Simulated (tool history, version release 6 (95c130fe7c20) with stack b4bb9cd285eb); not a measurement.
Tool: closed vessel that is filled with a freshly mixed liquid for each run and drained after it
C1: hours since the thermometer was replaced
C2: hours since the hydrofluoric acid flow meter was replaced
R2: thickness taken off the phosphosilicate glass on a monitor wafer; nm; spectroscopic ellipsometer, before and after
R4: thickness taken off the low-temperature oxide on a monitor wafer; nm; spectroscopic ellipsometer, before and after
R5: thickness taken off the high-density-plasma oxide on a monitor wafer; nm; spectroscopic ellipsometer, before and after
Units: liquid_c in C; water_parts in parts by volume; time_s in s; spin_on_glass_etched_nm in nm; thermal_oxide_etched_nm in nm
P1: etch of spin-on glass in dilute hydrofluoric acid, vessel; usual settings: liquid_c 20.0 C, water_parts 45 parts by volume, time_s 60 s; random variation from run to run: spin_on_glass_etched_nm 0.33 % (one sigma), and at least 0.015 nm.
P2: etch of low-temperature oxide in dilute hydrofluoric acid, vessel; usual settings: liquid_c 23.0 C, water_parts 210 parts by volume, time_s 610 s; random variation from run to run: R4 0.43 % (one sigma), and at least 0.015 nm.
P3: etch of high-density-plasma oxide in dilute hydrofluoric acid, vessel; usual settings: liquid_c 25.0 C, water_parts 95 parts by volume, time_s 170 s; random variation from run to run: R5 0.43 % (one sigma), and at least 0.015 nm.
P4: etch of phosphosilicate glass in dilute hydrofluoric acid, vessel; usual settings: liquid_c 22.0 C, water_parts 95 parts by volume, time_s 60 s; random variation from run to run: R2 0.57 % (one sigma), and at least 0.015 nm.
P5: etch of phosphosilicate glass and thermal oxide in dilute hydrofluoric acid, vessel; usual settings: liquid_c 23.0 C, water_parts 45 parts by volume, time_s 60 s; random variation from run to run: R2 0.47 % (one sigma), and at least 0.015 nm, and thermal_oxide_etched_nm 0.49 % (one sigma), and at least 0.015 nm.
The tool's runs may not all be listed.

run 1 day=0.112 | process=P1 liquid_c=20.0 water_parts=45 time_s=60 | C1=289.6 C2=1451.1 | spin_on_glass_etched_nm=28.925
run 2 day=0.296 | process=P5 liquid_c=23.0 water_parts=45 time_s=30 | C1=294.0 C2=1455.5 | R2=100.060 thermal_oxide_etched_nm=3.5004
run 3 day=0.404 | process=P4 liquid_c=22.0 water_parts=20 time_s=60 | C1=296.6 C2=1458.1 | R2=257.270
run 4 day=0.496 | process=P2 liquid_c=23.0 water_parts=210 time_s=610 | C1=298.8 C2=1460.3 | R4=42.626
run 5 day=0.617 | process=P1 liquid_c=20.0 water_parts=45 time_s=60 | C1=301.7 C2=1463.2 | spin_on_glass_etched_nm=28.972
run 6 day=0.729 | process=P5 liquid_c=23.0 water_parts=20 time_s=60 | C1=304.4 C2=1465.9 | R2=465.140 thermal_oxide_etched_nm=16.2810
run 7 day=0.833 | process=P1 liquid_c=20.0 water_parts=45 time_s=60 | C1=306.9 C2=1468.4 | spin_on_glass_etched_nm=29.171
-- day=0.871 hydrofluoric acid flow meter replaced
run 8 day=0.996 | process=P5 liquid_c=30.5 water_parts=45 time_s=60 | C1=310.8 C2=3.1 | R2=268.980 thermal_oxide_etched_nm=9.4604
run 9 day=1.108 | process=P4 liquid_c=18.0 water_parts=95 time_s=60 | C1=313.5 C2=5.8 | R2=41.657
run 10 day=1.246 | process=P4 liquid_c=22.0 water_parts=95 time_s=85 | C1=316.8 C2=9.1 | R2=68.742
run 11 day=1.371 | process=P4 liquid_c=22.0 water_parts=95 time_s=60 | C1=319.8 C2=12.1 | R2=48.952
run 12 day=1.546 | process=P3 liquid_c=25.0 water_parts=95 time_s=170 | C1=324.0 C2=16.3 | R5=16.392
run 13 day=1.671 | process=P2 liquid_c=31.0 water_parts=210 time_s=610 | C1=327.0 C2=19.3 | R4=57.009
run 14 day=1.771 | process=P3 liquid_c=17.0 water_parts=95 time_s=170 | C1=329.4 C2=21.7 | R5=11.896
run 15 day=1.871 | process=P1 liquid_c=20.0 water_parts=45 time_s=30 | C1=331.8 C2=24.1 | spin_on_glass_etched_nm=14.523
run 16 day=2.054 | process=P1 liquid_c=17.0 water_parts=45 time_s=60 | C1=336.2 C2=28.5 | spin_on_glass_etched_nm=25.489
run 17 day=2.142 | process=P4 liquid_c=22.0 water_parts=95 time_s=60 | C1=338.3 C2=30.6 | R2=49.021
run 18 day=2.308 | process=P1 liquid_c=20.0 water_parts=75 time_s=100 | C1=342.3 C2=34.6 | spin_on_glass_etched_nm=28.023
run 19 day=2.392 | process=P1 liquid_c=20.0 water_parts=45 time_s=60 | C1=344.3 C2=36.6 | spin_on_glass_etched_nm=28.968
run 20 day=2.550 | process=P5 liquid_c=23.0 water_parts=45 time_s=60 | C1=348.1 C2=40.4 | R2=198.390 thermal_oxide_etched_nm=6.9748
run 21 day=2.696 | process=P2 liquid_c=23.0 water_parts=210 time_s=340 | C1=351.6 C2=43.9 | R4=23.897
run 22 day=2.833 | process=P1 liquid_c=20.0 water_parts=20 time_s=30 | C1=354.9 C2=47.2 | spin_on_glass_etched_nm=33.625
run 23 day=2.988 | process=P1 liquid_c=20.0 water_parts=70 time_s=60 | C1=358.6 C2=50.9 | spin_on_glass_etched_nm=18.186
run 24 day=3.146 | process=P1 liquid_c=20.0 water_parts=45 time_s=95 | C1=362.4 C2=54.7 | spin_on_glass_etched_nm=45.962
run 25 day=3.229 | process=P3 liquid_c=25.0 water_parts=95 time_s=40 | C1=364.4 C2=56.7 | R5=3.888
run 26 day=3.354 | process=P3 liquid_c=25.0 water_parts=20 time_s=170 | C1=367.4 C2=59.7 | R5=86.164
run 27 day=3.538 | process=P1 liquid_c=25.5 water_parts=45 time_s=60 | C1=371.8 C2=64.1 | spin_on_glass_etched_nm=36.417
run 28 day=3.662 | process=P2 liquid_c=23.0 water_parts=380 time_s=610 | C1=374.8 C2=67.1 | R4=20.178
run 29 day=3.808 | process=P3 liquid_c=25.0 water_parts=95 time_s=170 | C1=378.3 C2=70.6 | R5=16.464
run 30 day=3.908 | process=P1 liquid_c=20.0 water_parts=45 time_s=60 | C1=380.7 C2=73.0 | spin_on_glass_etched_nm=28.963
run 31 day=4.000 | process=P1 liquid_c=20.0 water_parts=20 time_s=60 | C1=382.9 C2=75.2 | spin_on_glass_etched_nm=67.028
run 32 day=4.117 | process=P2 liquid_c=23.0 water_parts=210 time_s=610 | C1=385.7 C2=78.0 | R4=42.593
run 33 day=4.275 | process=P1 liquid_c=20.0 water_parts=45 time_s=60 | C1=389.5 C2=81.8 | spin_on_glass_etched_nm=28.931
run 34 day=4.438 | process=P1 liquid_c=20.0 water_parts=45 time_s=60 | C1=393.4 C2=85.7 | spin_on_glass_etched_nm=29.006
run 35 day=4.621 | process=P1 liquid_c=20.0 water_parts=45 time_s=60 | C1=397.8 C2=90.1 | spin_on_glass_etched_nm=29.995
run 36 day=4.771 | process=P1 liquid_c=20.0 water_parts=45 time_s=60 | C1=401.4 C2=93.7 | spin_on_glass_etched_nm=30.066
run 37 day=4.925 | process=P1 liquid_c=20.0 water_parts=45 time_s=60 | C1=405.1 C2=97.4 | spin_on_glass_etched_nm=30.624
run 38 day=5.058 | process=P1 liquid_c=20.0 water_parts=45 time_s=60 | C1=408.3 C2=100.6 | spin_on_glass_etched_nm=30.720
run 39 day=5.175 | process=P1 liquid_c=20.0 water_parts=45 time_s=60 | C1=411.1 C2=103.4 | spin_on_glass_etched_nm=30.781
run 40 day=5.271 | process=P1 liquid_c=20.0 water_parts=45 time_s=60 | C1=413.4 C2=105.7 | spin_on_glass_etched_nm=30.783
run 41 day=5.400 | process=P1 liquid_c=20.0 water_parts=45 time_s=60 | C1=416.5 C2=108.8 | spin_on_glass_etched_nm=30.809
run 42 day=5.558 | process=P1 liquid_c=20.0 water_parts=45 time_s=60 | C1=420.3 C2=112.6 | spin_on_glass_etched_nm=30.775
run 43 day=5.642 | process=P1 liquid_c=20.0 water_parts=45 time_s=60 | C1=422.3 C2=114.6 | spin_on_glass_etched_nm=30.898
run 44 day=5.771 | process=P1 liquid_c=20.0 water_parts=45 time_s=60 | C1=425.4 C2=117.7 | spin_on_glass_etched_nm=30.876

What P1 gives has crept away from where it was. These 2 causes fit the log equally well, each at the size given:
A: liquid hotter than its thermometer reads (K) = 1.51
B: hydrofluoric acid flow above the setpoint (%) = 6.22
The creep began at about day 4.438.

4 check runs are offered, one wafer each, their results left as question marks. Which one tells the causes apart?
run check 1 day=5.900 | process=P3 liquid_c=21.5 water_parts=95 time_s=50 | R5=?
run check 2 day=5.900 | process=P5 liquid_c=30.5 water_parts=45 time_s=60 | R2=? thermal_oxide_etched_nm=?
run check 3 day=5.900 | process=P4 liquid_c=22.0 water_parts=45 time_s=60 | R2=?
run check 4 day=5.900 | process=P2 liquid_c=31.0 water_parts=360 time_s=610 | R4=?

What each check would give under each cause:
check=check_1 result=R5 if_A=4.4721 if_B=4.4983
check=check_2 result=R2 if_A=286.400 if_B=288.020
check=check_2 result=thermal_oxide_etched_nm if_A=10.0590 if_B=10.1160
check=check_3 result=R2 if_A=117.310 if_B=117.410
check=check_4 result=R4 if_A=29.299 if_B=30.407
How far apart the two closest causes lie, in the result that separates them most: check 1 0.58 %; check 2 0.57 %; check 3 0.08 %; check 4 3.71 %
Check 4 tells the causes apart: in the others they would give nearly the same result.

Then check 4 was run and gave: R4 29.306 nm. Which cause is it?

It is A: liquid hotter than its thermometer reads (K).
